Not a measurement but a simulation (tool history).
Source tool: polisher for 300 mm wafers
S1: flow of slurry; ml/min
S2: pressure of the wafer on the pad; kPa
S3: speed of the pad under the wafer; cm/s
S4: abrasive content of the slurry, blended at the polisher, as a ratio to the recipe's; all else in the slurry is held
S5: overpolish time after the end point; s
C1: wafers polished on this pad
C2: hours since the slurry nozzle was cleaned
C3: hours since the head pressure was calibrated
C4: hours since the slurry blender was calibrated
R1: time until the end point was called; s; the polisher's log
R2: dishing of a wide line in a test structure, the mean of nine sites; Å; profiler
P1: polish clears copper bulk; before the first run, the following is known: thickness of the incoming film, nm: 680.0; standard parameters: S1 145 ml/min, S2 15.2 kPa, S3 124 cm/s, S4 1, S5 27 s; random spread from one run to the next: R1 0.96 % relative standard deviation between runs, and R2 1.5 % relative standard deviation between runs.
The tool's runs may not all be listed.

run 1 day=0.196 | S1=145 S2=15.2 S3=124 S4=1 S5=27 | C1=671 C2=438.9 C3=316.1 C4=237.3 | R1=83.982 R2=933.16
run 2 day=0.442 | S1=145 S2=15.2 S3=124 S4=1 S5=27 | C1=735 C2=444.8 C3=322 C4=243.2 | R1=82.947 R2=916.9
run 3 day=0.671 | S1=145 S2=15.2 S3=124 S4=1 S5=27 | C1=795 C2=450.3 C3=327.5 C4=248.7 | R1=82.824 R2=918.9
run 4 day=0.883 | S1=145 S2=15.2 S3=124 S4=1 S5=52 | C1=851 C2=455.4 C3=332.6 C4=253.8 | R1=82.294 R2=1128.7
run 5 day=1.067 | S1=225 S2=15.2 S3=124 S4=1 S5=27 | C1=899 C2=459.8 C3=337 C4=258.2 | R1=77.235 R2=976.09
run 6 day=1.208 | S1=145 S2=15.2 S3=124 S4=1 S5=27 | C1=936 C2=463.2 C3=340.4 C4=261.6 | R1=82.479 R2=918.99
run 7 day=1.367 | S1=145 S2=15.2 S3=124 S4=1 S5=27 | C1=978 C2=467 C3=344.2 C4=265.4 | R1=82.855 R2=921.24
run 8 day=1.5 | S1=145 S2=24.1 S3=124 S4=1 S5=27 | C1=1013 C2=470.2 C3=347.4 C4=268.6 | R1=52.226 R2=1215.2
run 9 day=1.679 | S1=145 S2=11 S3=158 S4=1 S5=27 | C1=1060 C2=474.5 C3=351.7 C4=272.9 | R1=90.593 R2=818.44
run 10 day=1.883 | S1=145 S2=15.2 S3=124 S4=1 S5=27 | C1=1114 C2=479.4 C3=356.6 C4=277.8 | R1=84.045 R2=920.22
run 11 day=2.112 | S1=145 S2=23.4 S3=162 S4=1 S5=27 | C1=1174 C2=484.9 C3=362.1 C4=283.3 | R1=40.704 R2=1272.1
run 12 day=2.296 | S1=145 S2=20 S3=124 S4=1.25 S5=27 | C1=1222 C2=489.3 C3=366.5 C4=287.7 | R1=59.482 R2=1141.6
run 13 day=2.504 | S1=145 S2=15.2 S3=60 S4=1 S5=27 | C1=1277 C2=494.3 C3=371.5 C4=292.7 | R1=171.41 R2=620
run 14 day=2.683 | S1=145 S2=15.2 S3=182 S4=1 S5=27 | C1=1324 C2=498.6 C3=375.8 C4=297 | R1=56.175 R2=1075.5
run 15 day=2.938 | S1=145 S2=15.2 S3=124 S4=1.4 S5=27 | C1=1390 C2=504.7 C3=381.9 C4=303.1 | R1=77.001 R2=929.84
run 16 day=3.083 | S1=145 S2=6.9 S3=124 S4=1 S5=27 | C1=1429 C2=508.2 C3=385.4 C4=306.6 | R1=181.11 R2=508.89
run 17 day=3.296 | S1=95 S2=15.2 S3=124 S4=1 S5=27 | C1=1484 C2=513.3 C3=390.5 C4=311.7 | R1=90.3 R2=903.16
run 18 day=3.488 | S1=145 S2=15.2 S3=124 S4=0.55 S5=27 | C1=1535 C2=517.9 C3=395.1 C4=316.3 | R1=95.432 R2=885.42
run 19 day=3.708 | S1=145 S2=15.2 S3=124 S4=1 S5=27 | C1=1593 C2=523.2 C3=400.4 C4=321.6 | R1=83.8 R2=910.37
run 20 day=3.85 | S1=145 S2=15.2 S3=124 S4=1 S5=12 | C1=1630 C2=526.6 C3=403.8 C4=325 | R1=82.843 R2=581.55
run 21 day=4.1 | S1=145 S2=15.2 S3=124 S4=1 S5=27 | C1=1696 C2=532.6 C3=409.8 C4=331 | R1=83.316 R2=923.26
run 22 day=4.25 | S1=145 S2=15.2 S3=124 S4=1 S5=27 | C1=1735 C2=536.2 C3=413.4 C4=334.6 | R1=86.65 R2=906.42
run 23 day=4.483 | S1=145 S2=15.2 S3=124 S4=1 S5=27 | C1=1796 C2=541.8 C3=419 C4=340.2 | R1=88.572 R2=874.37
run 24 day=4.725 | S1=145 S2=15.2 S3=124 S4=1 S5=27 | C1=1860 C2=547.6 C3=424.8 C4=346 | R1=88.635 R2=871.56
run 25 day=4.933 | S1=145 S2=15.2 S3=124 S4=1 S5=27 | C1=1914 C2=552.6 C3=429.8 C4=351 | R1=90.827 R2=891.21
run 26 day=5.108 | S1=145 S2=15.2 S3=124 S4=1 S5=27 | C1=1960 C2=556.8 C3=434 C4=355.2 | R1=92.378 R2=867.56
run 27 day=5.312 | S1=145 S2=15.2 S3=124 S4=1 S5=27 | C1=2014 C2=561.7 C3=438.9 C4=360.1 | R1=91.249 R2=896.06
run 28 day=5.467 | S1=145 S2=15.2 S3=124 S4=1 S5=27 | C1=2054 C2=565.4 C3=442.6 C4=363.8 | R1=92.523 R2=844.56
-- day=5.567 slurry blender recalibrated
-- day=5.588 head pressure recalibrated
run 29 day=5.646 | S1=145 S2=15.2 S3=124 S4=1 S5=27 | C1=2101 C2=569.7 C3=1.4 C4=1.9 | R1=91.967 R2=898.29
run 30 day=5.796 | S1=145 S2=15.2 S3=124 S4=1 S5=27 | C1=2141 C2=573.3 C3=5 C4=5.5 | R1=91.707 R2=904.88
run 31 day=6.033 | S1=145 S2=15.2 S3=124 S4=1 S5=27 | C1=2203 C2=579 C3=10.7 C4=11.2 | R1=92.999 R2=878.27
run 32 day=6.154 | S1=145 S2=15.2 S3=124 S4=1 S5=27 | C1=2235 C2=581.9 C3=13.6 C4=14.1 | R1=93.38 R2=876.31

What P1 gives has crept away from where it was. These 2 causes fit the log equally well, each at the size given:
A: slurry flow missing at the pad, % = 39.3
B: removal rate lost through wear of the pad, % = 10.6
The creep began at about day 4.1.
What rules out each remaining cause:
head's pressure below its setpoint, %: serviced after onset, at day 5.588, with no recovery of the prior output
abrasive missing from the slurry, %: serviced after onset, at day 5.567, with no recovery of the prior output

Which of the check runs below tells the causes apart, meaning the causes would give it clearly different results? Each run uses 5 wafers whose results are averaged, and each result is shown as a question mark.
run check 1 day=6.275 | S1=145 S2=22.8 S3=124 S4=0.8 S5=27 | R1=? R2=?
run check 2 day=6.275 | S1=145 S2=8.3 S3=124 S4=1.35 S5=27 | R1=? R2=?
run check 3 day=6.275 | S1=145 S2=15.2 S3=180 S4=1 S5=27 | R1=? R2=?
run check 4 day=6.275 | S1=220 S2=15.2 S3=124 S4=1 S5=27 | R1=? R2=?

Outcome of each check run for each possible cause:
check=check_1 result=R1 if_A=64.765 if_B=64.751
check=check_1 result=R2 if_A=1117.1 if_B=1117.2
check=check_2 result=R1 if_A=159.13 if_B=159.1
check=check_2 result=R2 if_A=581.05 if_B=581.12
check=check_3 result=R1 if_A=63.84 if_B=63.826
check=check_3 result=R2 if_A=1016.3 if_B=1016.3
check=check_4 result=R1 if_A=84.1 if_B=87.121
check=check_4 result=R2 if_A=916.55 if_B=902.5
Distance between the nearest two causes, measured in the result of the check that separates them most: check 1 0.02 %; check 2 0.02 %; check 3 0.02 %; check 4 3.53 %
Of the check runs offered, only check 4 discriminates between the causes; the rest would read about the same regardless of which cause applies.

Check 4 was then run and gave: R1 87.144 s; R2 892.22 Å. Which cause is it?

It is B: removal rate lost through wear of the pad, %.
